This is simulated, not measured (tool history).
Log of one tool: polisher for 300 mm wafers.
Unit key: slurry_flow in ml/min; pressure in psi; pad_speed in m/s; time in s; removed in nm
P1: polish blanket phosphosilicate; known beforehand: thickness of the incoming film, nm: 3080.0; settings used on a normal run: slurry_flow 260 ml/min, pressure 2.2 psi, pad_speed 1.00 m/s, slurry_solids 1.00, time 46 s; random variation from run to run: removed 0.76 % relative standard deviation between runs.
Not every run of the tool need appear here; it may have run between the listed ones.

run,day,slurry_flow,pressure,pad_speed,slurry_solids,time,removed
1,0.346,260,2.2,1.00,1.00,46,249.54
2,0.871,260,2.2,1.30,1.00,46,305.91
3,1.542,260,2.2,1.00,0.60,68,282.05
4,2.092,155,2.2,1.00,1.00,46,233.43
# day 2.117: slurry nozzle cleaned
5,2.704,395,2.2,1.00,1.00,46,258.40
6,3.225,260,2.2,1.00,1.00,46,251.48
7,3.696,260,3.4,1.00,1.00,46,380.99
8,4.254,260,1.4,1.00,1.00,46,156.87
9,4.688,260,2.2,1.00,1.00,46,248.47
10,5.042,260,2.2,1.00,0.50,46,170.92
11,5.392,260,2.2,1.00,1.45,46,292.22
12,5.808,260,2.2,1.00,1.00,46,248.65
13,6.433,260,2.2,1.00,1.00,46,245.96
14,7.088,260,2.2,1.00,1.00,32,173.32
15,7.704,260,2.2,0.44,1.00,46,127.70
16,8.267,260,2.2,1.00,1.00,66,361.87

Run 17 has not been measured yet. What should we expect?
17,8.758,260,2.2,1.00,1.00,46,?

Run 17 came out at removed 249.34 nm.
